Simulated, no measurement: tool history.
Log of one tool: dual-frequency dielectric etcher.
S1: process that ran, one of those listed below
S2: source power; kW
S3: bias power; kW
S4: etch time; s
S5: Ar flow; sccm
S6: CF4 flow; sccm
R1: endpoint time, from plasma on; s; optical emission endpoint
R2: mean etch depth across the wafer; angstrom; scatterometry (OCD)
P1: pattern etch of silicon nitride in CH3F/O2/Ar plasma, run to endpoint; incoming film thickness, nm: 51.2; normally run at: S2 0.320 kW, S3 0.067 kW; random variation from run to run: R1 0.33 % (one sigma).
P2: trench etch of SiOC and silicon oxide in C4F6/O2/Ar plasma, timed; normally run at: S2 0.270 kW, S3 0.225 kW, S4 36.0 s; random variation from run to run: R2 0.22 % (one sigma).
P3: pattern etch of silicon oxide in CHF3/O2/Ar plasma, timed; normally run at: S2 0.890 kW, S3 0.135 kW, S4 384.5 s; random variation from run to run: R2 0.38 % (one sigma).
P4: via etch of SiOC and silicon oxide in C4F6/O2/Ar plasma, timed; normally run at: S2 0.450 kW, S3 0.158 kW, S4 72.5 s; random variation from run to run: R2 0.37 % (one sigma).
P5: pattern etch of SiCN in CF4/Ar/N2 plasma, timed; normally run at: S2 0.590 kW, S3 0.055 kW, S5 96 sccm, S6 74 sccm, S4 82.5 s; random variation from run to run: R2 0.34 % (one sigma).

run 1 hour=14.6 | S1=P1 S2=0.320 S3=0.067 | R1=81.179
run 2 hour=25.8 | S1=P2 S2=0.270 S3=0.144 S4=36.0 | R2=561.07
run 3 hour=38.9 | S1=P5 S2=0.590 S3=0.055 S4=82.5 S5=61 S6=74 | R2=899.52
run 4 hour=53.9 | S1=P5 S2=0.590 S3=0.055 S4=82.5 S5=96 S6=74 | R2=832.93
run 5 hour=64.8 | S1=P1 S2=0.320 S3=0.044 | R1=92.617
run 6 hour=72.6 | S1=P5 S2=0.590 S3=0.055 S4=82.5 S5=96 S6=74 | R2=833.28
run 7 hour=81.0 | S1=P5 S2=0.340 S3=0.055 S4=82.5 S5=96 S6=74 | R2=512.80
run 8 hour=92.3 | S1=P1 S2=0.400 S3=0.067 | R1=74.333
run 9 hour=105.0 | S1=P3 S2=0.890 S3=0.088 S4=384.5 | R2=7081.40
run 10 hour=112.3 | S1=P4 S2=0.450 S3=0.197 S4=72.5 | R2=855.31
run 11 hour=127.7 | S1=P2 S2=0.270 S3=0.225 S4=44.5 | R2=801.89
run 12 hour=138.4 | S1=P5 S2=0.590 S3=0.055 S4=54.0 S5=96 S6=74 | R2=548.00
run 13 hour=146.7 | S1=P1 S2=0.320 S3=0.084 | R1=74.779
run 14 hour=161.5 | S1=P5 S2=0.590 S3=0.055 S4=82.5 S5=96 S6=94 | R2=858.86
run 15 hour=175.7 | S1=P1 S2=0.320 S3=0.067 | R1=80.770
run 16 hour=188.7 | S1=P1 S2=0.320 S3=0.067 | R1=81.287
run 17 hour=199.6 | S1=P3 S2=0.890 S3=0.135 S4=277.5 | R2=5814.00
run 18 hour=207.0 | S1=P3 S2=0.890 S3=0.135 S4=384.5 | R2=8014.80
run 19 hour=216.9 | S1=P4 S2=0.450 S3=0.158 S4=40.0 | R2=440.32
run 20 hour=229.8 | S1=P3 S2=0.890 S3=0.135 S4=384.5 | R2=8021.90
run 21 hour=243.4 | S1=P4 S2=0.450 S3=0.158 S4=72.5 | R2=803.51
run 22 hour=257.5 | S1=P1 S2=0.320 S3=0.067 | R1=81.064
run 23 hour=270.6 | S1=P2 S2=0.220 S3=0.225 S4=36.0 | R2=600.77
run 24 hour=277.4 | S1=P5 S2=0.590 S3=0.071 S4=82.5 S5=96 S6=74 | R2=906.78
run 25 hour=287.4 | S1=P4 S2=0.450 S3=0.158 S4=72.5 | R2=806.79
run 26 hour=302.3 | S1=P4 S2=0.310 S3=0.158 S4=72.5 | R2=696.81
run 27 hour=311.8 | S1=P1 S2=0.390 S3=0.054 | R1=80.455
run 28 hour=319.8 | S1=P2 S2=0.270 S3=0.225 S4=36.0 | R2=648.12
run 29 hour=328.2 | S1=P1 S2=0.210 S3=0.067 | R1=95.578
run 30 hour=336.9 | S1=P2 S2=0.270 S3=0.225 S4=36.0 | R2=650.54
run 31 hour=352.3 | S1=P3 S2=1.100 S3=0.135 S4=384.5 | R2=8734.30
run 32 hour=365.3 | S1=P1 S2=0.320 S3=0.067 | R1=81.338
run 33 hour=374.9 | S1=P1 S2=0.320 S3=0.067 | R1=80.890
run 34 hour=390.3 | S1=P1 S2=0.320 S3=0.067 | R1=80.837
run 35 hour=404.1 | S1=P1 S2=0.320 S3=0.067 | R1=80.201
run 36 hour=414.1 | S1=P1 S2=0.320 S3=0.067 | R1=79.862
run 37 hour=424.8 | S1=P1 S2=0.320 S3=0.067 | R1=80.189
run 38 hour=432.5 | S1=P1 S2=0.320 S3=0.067 | R1=79.592
run 39 hour=440.5 | S1=P1 S2=0.320 S3=0.067 | R1=79.901
-- hour=446.5 wet clean of the chamber
run 40 hour=451.4 | S1=P1 S2=0.320 S3=0.067 | R1=79.501
run 41 hour=461.4 | S1=P1 S2=0.320 S3=0.067 | R1=79.532
run 42 hour=470.0 | S1=P1 S2=0.320 S3=0.067 | R1=79.446
run 43 hour=484.9 | S1=P1 S2=0.320 S3=0.067 | R1=79.333

What P1 gives has crept away from where it was. These 2 causes fit the log equally well, each at the size given:
A: bias power that arrives over what is set, % = 4.95
B: source power that arrives over what is set, % = 4.49
The creep began at about hour 374.9.
Why every other cause is out:
chamber walls in a state that raises the etch rate, %: serviced at hour 446.5, which brought nothing back

4 check runs are offered, one wafer each, their results left as question marks. Which one tells the causes apart?
run check 1 hour=499.8 | S1=P3 S2=0.890 S3=0.135 S4=308.5 | R2=?
run check 2 hour=499.8 | S1=P4 S2=0.450 S3=0.187 S4=40.0 | R2=?
run check 3 hour=499.8 | S1=P2 S2=0.270 S3=0.151 S4=36.0 | R2=?
run check 4 hour=499.8 | S1=P5 S2=0.590 S3=0.063 S4=82.5 S5=73 S6=74 | R2=?

What each check would give under each cause:
check=check_1 result=R2 if_A=6517.30 if_B=6532.90
check=check_2 result=R2 if_A=474.26 if_B=474.92
check=check_3 result=R2 if_A=578.42 if_B=579.52
check=check_4 result=R2 if_A=923.13 if_B=945.51
How far apart the two closest causes lie, in the result that separates them most: check 1 0.24 %; check 2 0.14 %; check 3 0.19 %; check 4 2.4 %
Only check 4 tells the causes apart: in the others they would give nearly the same result.

Check 4 was then run and gave: R2 946.63 angstrom. Which cause is it?

It is B: source power that arrives over what is set, %.
